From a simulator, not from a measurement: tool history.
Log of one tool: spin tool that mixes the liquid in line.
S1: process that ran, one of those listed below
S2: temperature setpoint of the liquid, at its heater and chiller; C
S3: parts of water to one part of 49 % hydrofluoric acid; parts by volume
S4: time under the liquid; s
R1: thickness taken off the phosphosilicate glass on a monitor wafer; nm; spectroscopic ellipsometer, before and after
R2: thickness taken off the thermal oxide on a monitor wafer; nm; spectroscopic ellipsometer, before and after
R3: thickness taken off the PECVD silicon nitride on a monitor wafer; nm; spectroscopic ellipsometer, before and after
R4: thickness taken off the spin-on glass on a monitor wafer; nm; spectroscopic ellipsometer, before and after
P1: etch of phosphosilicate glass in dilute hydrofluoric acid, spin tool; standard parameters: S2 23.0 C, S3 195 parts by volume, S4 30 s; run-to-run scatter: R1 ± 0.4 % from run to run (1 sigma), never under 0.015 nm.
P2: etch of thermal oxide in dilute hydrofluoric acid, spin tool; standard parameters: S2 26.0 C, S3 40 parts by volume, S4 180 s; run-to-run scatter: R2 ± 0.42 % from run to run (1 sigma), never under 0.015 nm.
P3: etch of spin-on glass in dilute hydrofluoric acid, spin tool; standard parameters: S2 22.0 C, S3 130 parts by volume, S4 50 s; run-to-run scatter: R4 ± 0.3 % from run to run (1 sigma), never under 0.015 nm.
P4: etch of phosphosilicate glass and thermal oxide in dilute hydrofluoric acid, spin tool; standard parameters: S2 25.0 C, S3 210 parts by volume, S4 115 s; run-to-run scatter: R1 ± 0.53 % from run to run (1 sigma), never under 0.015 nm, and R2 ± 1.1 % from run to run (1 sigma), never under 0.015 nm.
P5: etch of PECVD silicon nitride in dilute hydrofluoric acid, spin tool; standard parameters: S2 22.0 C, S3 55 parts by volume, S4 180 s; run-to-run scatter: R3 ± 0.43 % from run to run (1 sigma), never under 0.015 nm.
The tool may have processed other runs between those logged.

run   hour  S1    S2   S3   S4       R1       R2        R3       R4
  1   13.9  P1  23.0  195   30   26.862
  2   25.4  P4  17.0  210  115   23.569   1.8355
  3   33.4  P2  34.0   40  180           36.0590
  4   46.6  P5  22.0   55   15                     0.40165
  5   59.6  P2  26.0   40  180           26.0410
  6   75.7  P1  23.0  195   30   27.133
  7   85.6  P1  23.0  195   30   26.801
  8   96.1  P2  26.0   40  180           26.1430
  9  109.8  P1  23.0  270   30   17.982
 10  124.7  P1  23.0  290   50   27.464
 11  137.3  P2  26.0   40   15            2.1894
 12  146.9  P4  25.0  210  115   31.800   2.3971
 13  155.1  P1  23.0  195   50   44.869
 14  165.7  P1  31.5  195   30   36.512
 15  181.3  P4  25.0  210  115   31.624   2.4423
 16  191.1  P3  22.0  130   50                              14.4980
 17  200.0  P2  26.0   70  180           14.2460
 18  207.3  P1  23.0  195   15   13.451
 19  221.2  P3  17.0  130   50                              11.8790
 20  237.3  P5  22.0   55  180                     4.65580
 21  247.6  P3  22.0  235   50                               7.1822
 22  255.2  P1  19.5  195   30   23.415
 23  265.7  P1  17.5   75   30   63.807
 24  276.4  P1  23.0   85   30   70.086
 25  286.9  P5  29.0   55  180                     7.38960
 26  295.3  P1  23.0  195   30   26.956
 27  304.3  P5  22.0   20  180                    12.23400
 28  320.0  P5  22.0   55  180                     4.65090
 29  329.9  P1  27.0   50   30  145.990
 30  338.9  P4  25.0  210  230   63.655   4.9250
 31  351.9  P3  22.0  130   50                              14.4980
 32  361.6  P4  25.0  335  115   17.549   1.3384
 33  375.6  P3  22.0  130   15                               4.3220
 34  390.0  P1  23.0  195   30   26.783
 35  401.5  P1  23.0  195   30   26.174
 36  417.0  P1  23.0  195   30   25.634
 37  430.2  P1  23.0  195   30   25.347
 38  444.0  P1  23.0  195   30   25.216
 39  459.6  P1  23.0  195   30   24.818
 40  474.4  P1  23.0  195   30   24.796
 41  484.0  P1  23.0  195   30   24.720
 42  500.0  P1  23.0  195   30   24.813
 43  513.4  P1  23.0  195   30   24.737
 44  521.5  P1  23.0  195   30   24.379

Predict the results of run 45:
 45  536.7  P1  23.0  195  30   ?

R1: 24.697 nm

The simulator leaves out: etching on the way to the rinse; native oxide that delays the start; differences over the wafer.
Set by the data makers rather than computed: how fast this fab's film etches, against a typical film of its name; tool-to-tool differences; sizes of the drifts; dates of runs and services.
